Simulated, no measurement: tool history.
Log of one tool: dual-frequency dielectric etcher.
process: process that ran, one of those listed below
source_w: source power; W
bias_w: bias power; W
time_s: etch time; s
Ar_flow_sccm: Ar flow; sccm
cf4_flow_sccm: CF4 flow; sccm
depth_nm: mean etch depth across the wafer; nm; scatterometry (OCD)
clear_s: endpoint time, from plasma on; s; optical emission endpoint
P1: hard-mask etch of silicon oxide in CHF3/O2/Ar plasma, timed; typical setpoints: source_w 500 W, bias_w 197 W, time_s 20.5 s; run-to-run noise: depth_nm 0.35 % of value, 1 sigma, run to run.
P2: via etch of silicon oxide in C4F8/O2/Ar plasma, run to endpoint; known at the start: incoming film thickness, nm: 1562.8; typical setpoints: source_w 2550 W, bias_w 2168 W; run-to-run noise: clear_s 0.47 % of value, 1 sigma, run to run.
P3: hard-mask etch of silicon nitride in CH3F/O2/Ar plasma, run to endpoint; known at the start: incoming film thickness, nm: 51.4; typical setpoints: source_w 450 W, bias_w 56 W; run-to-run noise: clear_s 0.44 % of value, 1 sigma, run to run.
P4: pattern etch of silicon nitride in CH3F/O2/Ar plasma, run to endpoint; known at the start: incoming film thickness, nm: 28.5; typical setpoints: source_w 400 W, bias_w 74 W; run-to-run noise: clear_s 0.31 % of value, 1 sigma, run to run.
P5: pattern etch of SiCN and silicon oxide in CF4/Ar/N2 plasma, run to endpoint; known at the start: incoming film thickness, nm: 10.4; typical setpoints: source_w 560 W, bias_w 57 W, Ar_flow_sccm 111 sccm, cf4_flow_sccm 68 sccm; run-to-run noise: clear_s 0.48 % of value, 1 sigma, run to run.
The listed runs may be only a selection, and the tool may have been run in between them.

run 1 hour=3.9 | process=P1 source_w=500 bias_w=197 time_s=20.5 | depth_nm=37.439
run 2 hour=7.9 | process=P4 source_w=400 bias_w=74 | clear_s=42.258
run 3 hour=11.7 | process=P4 source_w=400 bias_w=98 | clear_s=37.9
run 4 hour=14.9 | process=P3 source_w=450 bias_w=56 | clear_s=79.634
run 5 hour=18 | process=P1 source_w=390 bias_w=256 time_s=20.5 | depth_nm=37.498
run 6 hour=21 | process=P5 source_w=560 bias_w=57 Ar_flow_sccm=111 cf4_flow_sccm=68 | clear_s=11.167
run 7 hour=25.4 | process=P2 source_w=2550 bias_w=1628 | clear_s=288.84
run 8 hour=28.2 | process=P1 source_w=500 bias_w=197 time_s=20.5 | depth_nm=37.233
run 9 hour=32.1 | process=P5 source_w=710 bias_w=57 Ar_flow_sccm=111 cf4_flow_sccm=68 | clear_s=9.0879
run 10 hour=35.9 | process=P2 source_w=1480 bias_w=2168 | clear_s=328.44
run 11 hour=39.1 | process=P1 source_w=500 bias_w=197 time_s=25.5 | depth_nm=46.505
run 12 hour=42.7 | process=P1 source_w=500 bias_w=268 time_s=20.5 | depth_nm=41.727
run 13 hour=47.1 | process=P5 source_w=560 bias_w=57 Ar_flow_sccm=139 cf4_flow_sccm=68 | clear_s=11.606
run 14 hour=49.8 | process=P5 source_w=560 bias_w=74 Ar_flow_sccm=111 cf4_flow_sccm=68 | clear_s=10.326
run 15 hour=53.9 | process=P1 source_w=500 bias_w=141 time_s=20.5 | depth_nm=33.566
run 16 hour=57.1 | process=P2 source_w=2550 bias_w=2168 | clear_s=263.18
run 17 hour=59.2 | process=P4 source_w=400 bias_w=74 | clear_s=41.964
run 18 hour=63.4 | process=P3 source_w=450 bias_w=37 | clear_s=89.899
run 19 hour=65.7 | process=P5 source_w=560 bias_w=57 Ar_flow_sccm=111 cf4_flow_sccm=89 | clear_s=10.765
run 20 hour=69.3 | process=P1 source_w=500 bias_w=197 time_s=20.5 | depth_nm=37.399
run 21 hour=72.9 | process=P1 source_w=670 bias_w=197 time_s=20.5 | depth_nm=41.95
run 22 hour=77 | process=P5 source_w=560 bias_w=57 Ar_flow_sccm=111 cf4_flow_sccm=68 | clear_s=11.316
run 23 hour=79.3 | process=P1 source_w=500 bias_w=197 time_s=12.5 | depth_nm=22.894
run 24 hour=83.3 | process=P1 source_w=390 bias_w=197 time_s=20.5 | depth_nm=34.089
run 25 hour=85.7 | process=P1 source_w=500 bias_w=197 time_s=20.5 | depth_nm=37.249
run 26 hour=87.7 | process=P1 source_w=500 bias_w=197 time_s=20.5 | depth_nm=37.737
run 27 hour=90.8 | process=P3 source_w=350 bias_w=56 | clear_s=87.141
run 28 hour=94.7 | process=P1 source_w=500 bias_w=197 time_s=20.5 | depth_nm=37.293
run 29 hour=97 | process=P4 source_w=550 bias_w=74 | clear_s=37.127
run 30 hour=100.5 | process=P1 source_w=500 bias_w=197 time_s=20.5 | depth_nm=37.343
run 31 hour=104.7 | process=P1 source_w=500 bias_w=197 time_s=20.5 | depth_nm=37.18
run 32 hour=108 | process=P1 source_w=500 bias_w=197 time_s=20.5 | depth_nm=36.955
-- hour=110.6 wet clean of the chamber
run 33 hour=112.1 | process=P1 source_w=500 bias_w=197 time_s=20.5 | depth_nm=37.046
run 34 hour=114.2 | process=P1 source_w=500 bias_w=197 time_s=20.5 | depth_nm=36.756
run 35 hour=116.7 | process=P1 source_w=500 bias_w=197 time_s=20.5 | depth_nm=36.598
run 36 hour=120.5 | process=P1 source_w=500 bias_w=197 time_s=20.5 | depth_nm=36.889
run 37 hour=123.3 | process=P1 source_w=500 bias_w=197 time_s=20.5 | depth_nm=36.641
run 38 hour=125.4 | process=P1 source_w=500 bias_w=197 time_s=20.5 | depth_nm=36.488

P1 has crept away from where it was. The log is fitted equally well by each of these 2 causes, at the sizes shown:
A: bias power that arrives under what is set, % = 4.9
B: source power that arrives under what is set, % = 4.47
Creep in the process output first set in at about hour 100.5.
The rest of the possible causes, and what rules out each one:
chamber walls in a state that lowers the etch rate, %: was serviced at hour 110.6, once the creep was under way, yet the earlier output never came back

Of the 4 check runs below, each run on 2 wafers with the results averaged and each result still a question mark, which one would tell the listed causes apart?
run check 1 hour=127.5 | process=P2 source_w=2550 bias_w=2168 | clear_s=?
run check 2 hour=127.5 | process=P5 source_w=560 bias_w=57 Ar_flow_sccm=111 cf4_flow_sccm=68 | clear_s=?
run check 3 hour=127.5 | process=P3 source_w=450 bias_w=56 | clear_s=?
run check 4 hour=127.5 | process=P4 source_w=400 bias_w=74 | clear_s=?

Predicted outcomes, by check and by cause:
check=check_1 result=clear_s if_A=268.18 if_B=269.25
check=check_2 result=clear_s if_A=11.426 if_B=11.71
check=check_3 result=clear_s if_A=80.238 if_B=80.38
check=check_4 result=clear_s if_A=42.657 if_B=42.66
Separation of the two closest causes in each check, using whichever result separates them best: check 1 0.4 %; check 2 2.46 %; check 3 0.18 %; check 4 0.01 %
Only check 2 tells the causes apart: in the others they would give nearly the same result.

Then check 2 was run and gave: clear_s 11.45 s. Which cause is it?

The cause is A: bias power that arrives under what is set, %.

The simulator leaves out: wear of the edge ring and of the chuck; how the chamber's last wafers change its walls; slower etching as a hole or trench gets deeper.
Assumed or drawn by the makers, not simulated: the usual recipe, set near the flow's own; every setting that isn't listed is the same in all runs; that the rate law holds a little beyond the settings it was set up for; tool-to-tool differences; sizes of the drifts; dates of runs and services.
